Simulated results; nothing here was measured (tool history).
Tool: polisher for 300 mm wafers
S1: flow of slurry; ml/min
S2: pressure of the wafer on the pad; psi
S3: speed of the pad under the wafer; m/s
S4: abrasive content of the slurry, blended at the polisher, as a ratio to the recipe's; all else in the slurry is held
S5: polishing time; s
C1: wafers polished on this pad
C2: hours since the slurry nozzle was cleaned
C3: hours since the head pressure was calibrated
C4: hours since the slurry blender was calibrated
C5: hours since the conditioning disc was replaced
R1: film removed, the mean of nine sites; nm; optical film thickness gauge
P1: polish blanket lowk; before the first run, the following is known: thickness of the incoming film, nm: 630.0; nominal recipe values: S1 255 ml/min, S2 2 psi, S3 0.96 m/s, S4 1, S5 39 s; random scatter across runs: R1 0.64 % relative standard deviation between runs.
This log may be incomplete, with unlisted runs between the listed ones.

| run | day | S1 | S2 | S3 | S4 | S5 | C1 | C2 | C3 | C4 | C5 | R1 |
|---|---|---|---|---|---|---|---|---|---|---|---|---|
| 1 | 0.45 | 255 | 2 | 0.96 | 1 | 39 | 947 | 606.6 | 234.7 | 131.7 | 116 | 17.344 |
| 2 | 0.975 | 255 | 2 | 0.68 | 1 | 39 | 1176 | 619.2 | 247.3 | 144.3 | 128.6 | 13.25 |
|  | 1.271 | conditioning disc replaced and pad reconditioned |
| 3 | 1.379 | 255 | 2 | 0.96 | 1 | 39 | 1352 | 628.9 | 257 | 154 | 2.6 | 17.613 |
| 4 | 1.912 | 255 | 2 | 0.96 | 1 | 52 | 1584 | 641.7 | 269.8 | 166.8 | 15.4 | 23.407 |
| 5 | 2.308 | 255 | 0.9 | 0.96 | 1 | 39 | 1757 | 651.2 | 279.3 | 176.3 | 24.9 | 7.916 |
| 6 | 2.85 | 255 | 2 | 0.96 | 1 | 39 | 1993 | 664.2 | 292.3 | 189.3 | 37.9 | 17.511 |
| 7 | 3.3 | 255 | 2 | 0.96 | 1 | 39 | 2189 | 675 | 303.1 | 200.1 | 48.7 | 17.631 |
| 8 | 3.708 | 255 | 2 | 0.96 | 1.4 | 39 | 2367 | 684.8 | 312.9 | 209.9 | 58.5 | 19.884 |
| 9 | 4.033 | 255 | 2 | 0.96 | 1 | 39 | 2509 | 692.6 | 320.7 | 217.7 | 66.3 | 17.641 |
| 10 | 4.417 | 185 | 2 | 0.96 | 1 | 39 | 2676 | 701.8 | 329.9 | 226.9 | 75.5 | 16.788 |
| 11 | 4.721 | 155 | 2 | 0.96 | 1.35 | 39 | 2808 | 709.1 | 337.2 | 234.2 | 82.8 | 18.614 |
| 12 | 5.029 | 255 | 2 | 0.96 | 1 | 18 | 2943 | 716.5 | 344.6 | 241.6 | 90.2 | 8.0657 |
|  | 5.454 | slurry blender recalibrated |
| 13 | 5.546 | 395 | 2 | 0.96 | 1 | 39 | 3168 | 728.9 | 357 | 2.2 | 102.6 | 18.126 |
| 14 | 5.983 | 255 | 2 | 0.96 | 0.55 | 39 | 3359 | 739.4 | 367.5 | 12.7 | 113.1 | 12.738 |
| 15 | 6.375 | 255 | 2.8 | 0.96 | 1 | 39 | 3529 | 748.8 | 376.9 | 22.1 | 122.5 | 24.462 |
| 16 | 6.688 | 255 | 2 | 1.32 | 1 | 39 | 3666 | 756.3 | 384.4 | 29.6 | 130 | 22.61 |
| 17 | 6.975 | 255 | 2 | 0.96 | 1 | 39 | 3791 | 763.2 | 391.3 | 36.5 | 136.9 | 17.508 |
| 18 | 7.383 | 255 | 2 | 0.96 | 1 | 39 | 3969 | 773 | 401.1 | 46.3 | 146.7 | 16.625 |
| 19 | 7.633 | 255 | 2 | 0.96 | 1 | 39 | 4078 | 779 | 407.1 | 52.3 | 152.7 | 16.326 |
| 20 | 8.133 | 255 | 2 | 0.96 | 1 | 39 | 4296 | 791 | 419.1 | 64.3 | 164.7 | 15.912 |
|  | 8.142 | worn pad replaced by a new one |
|  | 8.167 | slurry nozzle cleaned |
| 21 | 8.538 | 255 | 2 | 0.96 | 1 | 39 | 173 | 9 | 428.8 | 74 | 174.4 | 15.84 |

Predict the results of run 22:
|  | 8.738 | conditioning disc replaced and pad reconditioned |
| 22 | 8.775 | 255 | 2 | 0.96 | 1 | 39 | 276 | 14.7 | 434.5 | 79.7 | 0.9 | ? |

{"run 22": {"R1": 15.723}}
